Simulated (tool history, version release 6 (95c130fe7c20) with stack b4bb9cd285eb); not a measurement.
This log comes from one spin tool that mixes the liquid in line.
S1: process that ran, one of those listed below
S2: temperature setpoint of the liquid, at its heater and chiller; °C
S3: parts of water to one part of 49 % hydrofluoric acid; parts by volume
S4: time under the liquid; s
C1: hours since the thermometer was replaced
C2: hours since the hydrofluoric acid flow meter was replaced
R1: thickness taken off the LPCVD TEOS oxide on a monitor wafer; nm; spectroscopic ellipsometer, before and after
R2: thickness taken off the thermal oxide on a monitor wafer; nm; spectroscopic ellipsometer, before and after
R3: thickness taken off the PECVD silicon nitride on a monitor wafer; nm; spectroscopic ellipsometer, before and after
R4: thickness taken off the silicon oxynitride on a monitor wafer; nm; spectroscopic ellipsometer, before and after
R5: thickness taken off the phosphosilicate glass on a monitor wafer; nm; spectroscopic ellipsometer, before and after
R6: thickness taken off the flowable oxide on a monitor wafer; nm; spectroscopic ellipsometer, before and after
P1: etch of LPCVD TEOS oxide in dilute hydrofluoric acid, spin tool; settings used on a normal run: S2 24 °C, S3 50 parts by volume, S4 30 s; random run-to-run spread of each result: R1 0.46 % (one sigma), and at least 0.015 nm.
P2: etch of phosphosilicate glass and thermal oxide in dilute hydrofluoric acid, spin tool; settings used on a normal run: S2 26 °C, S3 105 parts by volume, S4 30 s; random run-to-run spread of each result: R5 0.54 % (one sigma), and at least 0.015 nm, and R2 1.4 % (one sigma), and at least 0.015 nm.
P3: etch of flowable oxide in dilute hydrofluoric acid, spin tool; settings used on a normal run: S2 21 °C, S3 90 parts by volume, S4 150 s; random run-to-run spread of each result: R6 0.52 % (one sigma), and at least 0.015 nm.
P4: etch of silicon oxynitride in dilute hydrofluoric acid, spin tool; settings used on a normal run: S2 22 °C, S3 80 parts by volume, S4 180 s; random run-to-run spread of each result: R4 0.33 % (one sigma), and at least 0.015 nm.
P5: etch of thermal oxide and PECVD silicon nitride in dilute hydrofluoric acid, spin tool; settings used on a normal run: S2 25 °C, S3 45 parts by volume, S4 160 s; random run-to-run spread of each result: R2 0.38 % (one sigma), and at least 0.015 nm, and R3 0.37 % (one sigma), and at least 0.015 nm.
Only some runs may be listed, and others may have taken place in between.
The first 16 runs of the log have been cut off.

| run | hour | S1 | S2 | S3 | S4 | C1 | C2 | R1 | R2 | R3 | R4 | R5 | R6 |
|---|---|---|---|---|---|---|---|---|---|---|---|---|---|
| 17 | 90.2 | P1 | 24 | 50 | 15 | 540.7 | 185.3 | 8.8519 |  |  |  |  |  |
| 18 | 94.2 | P3 | 21 | 90 | 150 | 544.7 | 189.3 |  |  |  |  |  | 54.917 |
| 19 | 98.6 | P3 | 25.5 | 90 | 150 | 549.1 | 193.7 |  |  |  |  |  | 64.775 |
| 20 | 102.2 | P5 | 25 | 45 | 50 | 552.7 | 197.3 |  | 6.0748 | 4.158 |  |  |  |
| 21 | 105.5 | P1 | 24 | 20 | 15 | 556 | 200.6 | 22.898 |  |  |  |  |  |
| 22 | 111.3 | P1 | 24 | 50 | 30 | 561.8 | 206.4 | 17.82 |  |  |  |  |  |
| 23 | 115.2 | P1 | 24 | 70 | 30 | 565.7 | 210.3 | 12.394 |  |  |  |  |  |
| 24 | 119.5 | P4 | 22 | 145 | 180 | 570 | 214.6 |  |  |  | 4.2647 |  |  |
| 25 | 124.4 | P1 | 24 | 50 | 30 | 574.9 | 219.5 | 17.613 |  |  |  |  |  |
| 26 | 129.3 | P1 | 24 | 50 | 30 | 579.8 | 224.4 | 17.58 |  |  |  |  |  |
| 27 | 132.6 | P2 | 26 | 25 | 30 | 583.1 | 227.7 |  | 6.8873 |  |  | 252.48 |  |
| 28 | 139.5 | P1 | 24 | 20 | 30 | 590 | 234.6 | 46.024 |  |  |  |  |  |
| 29 | 145.5 | P1 | 28.5 | 50 | 30 | 596 | 240.6 | 21.391 |  |  |  |  |  |
| 30 | 151.8 | P4 | 17 | 80 | 180 | 602.3 | 246.9 |  |  |  | 6.2781 |  |  |
| 31 | 157.5 | P1 | 24 | 50 | 30 | 608 | 252.6 | 17.795 |  |  |  |  |  |
| 32 | 163.2 | P1 | 24 | 50 | 30 | 613.7 | 258.3 | 18.049 |  |  |  |  |  |
| 33 | 170.1 | P1 | 24 | 50 | 30 | 620.6 | 265.2 | 18.288 |  |  |  |  |  |
| 34 | 175.9 | P1 | 24 | 50 | 30 | 626.4 | 271 | 18.599 |  |  |  |  |  |

Forecast run 35:
| 35 | 180.9 | P1 | 24 | 50 | 30 | 631.4 | 276 | ? |  |  |  |  |  |

{"run 35": {"R1": 18.596}}
